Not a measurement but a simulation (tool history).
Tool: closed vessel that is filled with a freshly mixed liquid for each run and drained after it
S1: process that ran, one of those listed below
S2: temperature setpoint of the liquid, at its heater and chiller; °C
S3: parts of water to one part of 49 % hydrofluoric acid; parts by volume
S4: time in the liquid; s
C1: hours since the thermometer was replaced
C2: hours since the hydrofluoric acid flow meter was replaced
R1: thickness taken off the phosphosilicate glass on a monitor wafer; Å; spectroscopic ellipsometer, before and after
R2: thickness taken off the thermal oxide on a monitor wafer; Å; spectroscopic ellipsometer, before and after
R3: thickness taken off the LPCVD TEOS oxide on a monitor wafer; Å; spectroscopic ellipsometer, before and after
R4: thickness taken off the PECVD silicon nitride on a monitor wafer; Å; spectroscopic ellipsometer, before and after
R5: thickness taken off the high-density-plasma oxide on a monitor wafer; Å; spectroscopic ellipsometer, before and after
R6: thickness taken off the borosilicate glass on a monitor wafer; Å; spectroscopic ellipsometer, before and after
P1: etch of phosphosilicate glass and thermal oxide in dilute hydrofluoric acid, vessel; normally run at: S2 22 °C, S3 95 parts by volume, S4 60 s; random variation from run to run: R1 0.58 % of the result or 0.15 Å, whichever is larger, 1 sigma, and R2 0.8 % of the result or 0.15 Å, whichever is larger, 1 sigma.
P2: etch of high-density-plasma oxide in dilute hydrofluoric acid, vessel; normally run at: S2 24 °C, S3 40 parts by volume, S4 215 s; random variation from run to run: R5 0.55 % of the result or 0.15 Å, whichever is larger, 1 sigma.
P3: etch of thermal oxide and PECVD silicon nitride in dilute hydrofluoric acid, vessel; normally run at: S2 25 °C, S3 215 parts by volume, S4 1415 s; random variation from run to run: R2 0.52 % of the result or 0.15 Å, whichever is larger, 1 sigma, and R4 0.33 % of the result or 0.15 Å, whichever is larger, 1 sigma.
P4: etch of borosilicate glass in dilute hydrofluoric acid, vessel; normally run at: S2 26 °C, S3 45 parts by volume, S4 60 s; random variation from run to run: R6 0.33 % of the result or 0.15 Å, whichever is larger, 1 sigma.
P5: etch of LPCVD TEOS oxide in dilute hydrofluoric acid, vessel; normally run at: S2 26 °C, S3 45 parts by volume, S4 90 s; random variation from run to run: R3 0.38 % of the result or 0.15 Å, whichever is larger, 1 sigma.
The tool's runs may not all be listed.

run   hour  S1    S2   S3    S4      C1     C2      R1      R2      R3      R4      R5      R6
  1    9.4  P1    22   95    60  1363.5  637.1  1199.6  29.468
  2   18.4  P5    26   45   140  1372.5  646.1                  629.52
  3   28.9  P3    25  215   630    1383  656.6          121.91          95.862
  4   36.6  P2    24   40   350  1390.7  664.3                                  545.74
  5   42.8  P3    25  340  1415  1396.9  670.5          153.12          137.02
  6   52.8  P3    25  215  1415  1406.9  680.5          276.13          214.67
  7   62.2  P3  18.5  215  1415  1416.3  689.9          216.12          141.98
  8   71.3  P4    26   20    60  1425.4    699                                          1374.7
  9   77.1  P1    22  145    60  1431.2  704.8  730.74  18.433
 10   84.2  P2    24   40   215  1438.3  711.9                                  337.71
 11     91  P1  18.5   95   105  1445.1  718.7    1813  45.076
 12   96.9  P4    26   45    60    1451  724.6                                          592.47
 13  105.6  P5    26   20    90  1459.7  733.3                  942.65
 14  115.8  P1    17   95    60  1469.9  743.5  970.03  24.778
 15    128  P2    31   40   215  1482.1  755.7                                  443.54
 16  135.3  P1    22   95    60  1489.4    763  1180.1  29.399
 17  143.8  P1    29   95    60  1497.9  771.5  1561.8    39.7
 18    154  P1    22   95    60  1508.1  781.7  1190.7  29.825
 19  160.9  P1    22   95    60    1515  788.6  1189.1  29.635
 20  166.8  P2    24   20   215  1520.9  794.5                                  689.09
 21  177.7  P3    25  215  1415  1531.8  805.4          276.09          214.42
 22  187.7  P1    22   35    60  1541.8  815.4  3436.5  86.694
 23  193.4  P1    22   95    85  1547.5  821.1  1698.1  42.112
 24  203.7  P1    22   95    30  1557.8  831.4  598.97  14.903
     204.9  -- thermometer replaced
 25  211.8  P4    26   45    95     6.9  839.5                                          937.48
 26  220.4  P4    33   45    60    15.5  848.1                                          773.07
 27  230.9  P5    26   45    90      26  858.6                  408.67
 28    237  P1    22   95    60    32.1  864.7  1199.2  29.822
 29  248.8  P5  33.5   45    90    43.9  876.5                  547.31
 30  257.7  P1    22   95    60    52.8  885.4  1186.9  29.859
 31  263.8  P1    22   95    60    58.9  891.5  1239.7  30.525
 32  270.6  P1    22   95    60    65.7  898.3  1262.8  31.477
 33  280.8  P1    22   95    60    75.9  908.5  1280.3  31.679
 34  287.2  P1    22   95    60    82.3  914.9  1291.2  32.186
 35  297.7  P1    22   95    60    92.8  925.4  1296.5  32.416
 36  306.5  P1    22   95    60   101.6  934.2  1307.5  32.908
 37  314.5  P1    22   95    60   109.6  942.2  1302.3  32.507

What P1 gives has crept away from where it was. These 2 causes fit the log equally well, each at the size given:
A: liquid hotter than its thermometer reads (K) = 2.19
B: hydrofluoric acid flow above the setpoint (%) = 8.23
The creep began at about hour 257.7.

4 check runs are offered, one wafer each, their results left as question marks. Which one tells the causes apart?
check 1  322.5  P4    26   30    60                               ?
check 2  322.5  P3  21.5  320  1415               ?       ?
check 3  322.5  P2    24   25   215                           ?
check 4  322.5  P5  32.5   45    90                   ?

What each check would give under each cause:
  check  result    if A    if B
check 1      R6  987.13  979.98
check 2      R2  158.46  162.44
check 2      R4  133.85  126.36
check 3      R5  598.86  593.08
check 4      R3  570.85  571.27
How far apart the two closest causes lie, in the result that separates them most: check 1 0.73 %; check 2 5.75 %; check 3 0.97 %; check 4 0.07 %
Check 2 tells the causes apart: in the others they would give nearly the same result.

Then check 2 was run and gave: R2 161.51 Å; R4 126.31 Å. Which cause is it?

It is B: hydrofluoric acid flow above the setpoint (%).
